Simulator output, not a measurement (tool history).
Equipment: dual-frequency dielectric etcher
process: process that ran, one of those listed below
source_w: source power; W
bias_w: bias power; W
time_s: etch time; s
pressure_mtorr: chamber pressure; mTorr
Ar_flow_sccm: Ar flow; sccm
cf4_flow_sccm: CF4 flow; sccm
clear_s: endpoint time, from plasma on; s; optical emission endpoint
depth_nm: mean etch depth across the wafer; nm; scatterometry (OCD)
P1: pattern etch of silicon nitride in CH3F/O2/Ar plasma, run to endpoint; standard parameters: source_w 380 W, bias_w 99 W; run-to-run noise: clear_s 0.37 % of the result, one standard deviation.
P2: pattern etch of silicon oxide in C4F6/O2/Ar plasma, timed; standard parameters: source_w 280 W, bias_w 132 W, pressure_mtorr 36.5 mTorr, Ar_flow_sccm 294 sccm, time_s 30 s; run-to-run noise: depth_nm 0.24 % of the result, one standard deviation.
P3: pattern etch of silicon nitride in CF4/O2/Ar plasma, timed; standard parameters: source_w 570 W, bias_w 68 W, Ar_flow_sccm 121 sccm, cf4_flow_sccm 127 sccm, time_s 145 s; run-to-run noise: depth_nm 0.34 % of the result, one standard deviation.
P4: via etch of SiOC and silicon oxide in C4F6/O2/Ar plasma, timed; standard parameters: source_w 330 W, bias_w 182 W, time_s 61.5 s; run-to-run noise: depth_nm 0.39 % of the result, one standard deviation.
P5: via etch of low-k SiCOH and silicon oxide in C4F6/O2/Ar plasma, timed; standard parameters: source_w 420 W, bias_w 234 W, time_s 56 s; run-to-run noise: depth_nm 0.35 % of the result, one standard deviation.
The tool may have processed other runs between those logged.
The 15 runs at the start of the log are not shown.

run,hour,process,source_w,bias_w,time_s,pressure_mtorr,Ar_flow_sccm,cf4_flow_sccm,hours since the last wet clean,hours since the last source power generator calibration,hours since the last bias power generator calibration,clear_s,depth_nm
16,194.8,P2,170,132,30,36.5,294,,461.8,1105.8,2793.6,,60.203
17,203.3,P4,330,182,61.5,,,,470.3,1114.3,2802.1,,64.1
# hour 213.8: bias power generator calibrated
18,213.8,P1,480,99,,,,,480.8,1124.8,0.1,25.49,
19,227.6,P1,380,121,,,,,494.6,1138.6,13.9,25.638,
20,245.1,P4,330,182,77,,,,512.1,1156.1,31.4,,80.172
21,256.8,P3,570,42,145,,121,127,523.8,1167.8,43.1,,280.48
22,273.4,P1,300,99,,,,,540.4,1184.4,59.7,30.179,
23,286.6,P5,270,234,56,,,,553.6,1197.6,72.9,,140.34
24,302.2,P3,570,68,145,,75,127,569.2,1213.2,88.5,,353.59
25,310.4,P5,420,171,56,,,,577.4,1221.4,96.7,,150.39
26,325.8,P1,280,138,,,,,592.8,1236.8,112.1,27.357,
27,335.1,P1,380,99,,,,,602.1,1246.1,121.4,27.816,
28,350.8,P3,570,68,145,,121,127,617.8,1261.8,137.1,,337.52
29,363.6,P3,570,68,187,,121,127,630.6,1274.6,149.9,,432.89
30,374.5,P1,380,66,,,,,641.5,1285.5,160.8,31.89,
31,382.6,P2,280,132,30,29,294,,649.6,1293.6,168.9,,75.557
32,390.4,P2,280,132,45,36.5,294,,657.4,1301.4,176.7,,110.72
33,403.8,P1,380,99,,,,,670.8,1314.8,190.1,27.673,
34,413.9,P1,380,99,,,,,680.9,1324.9,200.2,27.852,
35,427.1,P1,380,99,,,,,694.1,1338.1,213.4,28.005,
36,436.5,P1,380,99,,,,,703.5,1347.5,222.8,28,
37,448.2,P1,380,99,,,,,715.2,1359.2,234.5,27.943,
38,464.5,P1,380,99,,,,,731.5,1375.5,250.8,27.813,

For run 39, what comes out?
39,477.6,P1,380,99,,,,,744.6,1388.6,263.9,?,

Run 39 came out at clear_s 28.111 s.

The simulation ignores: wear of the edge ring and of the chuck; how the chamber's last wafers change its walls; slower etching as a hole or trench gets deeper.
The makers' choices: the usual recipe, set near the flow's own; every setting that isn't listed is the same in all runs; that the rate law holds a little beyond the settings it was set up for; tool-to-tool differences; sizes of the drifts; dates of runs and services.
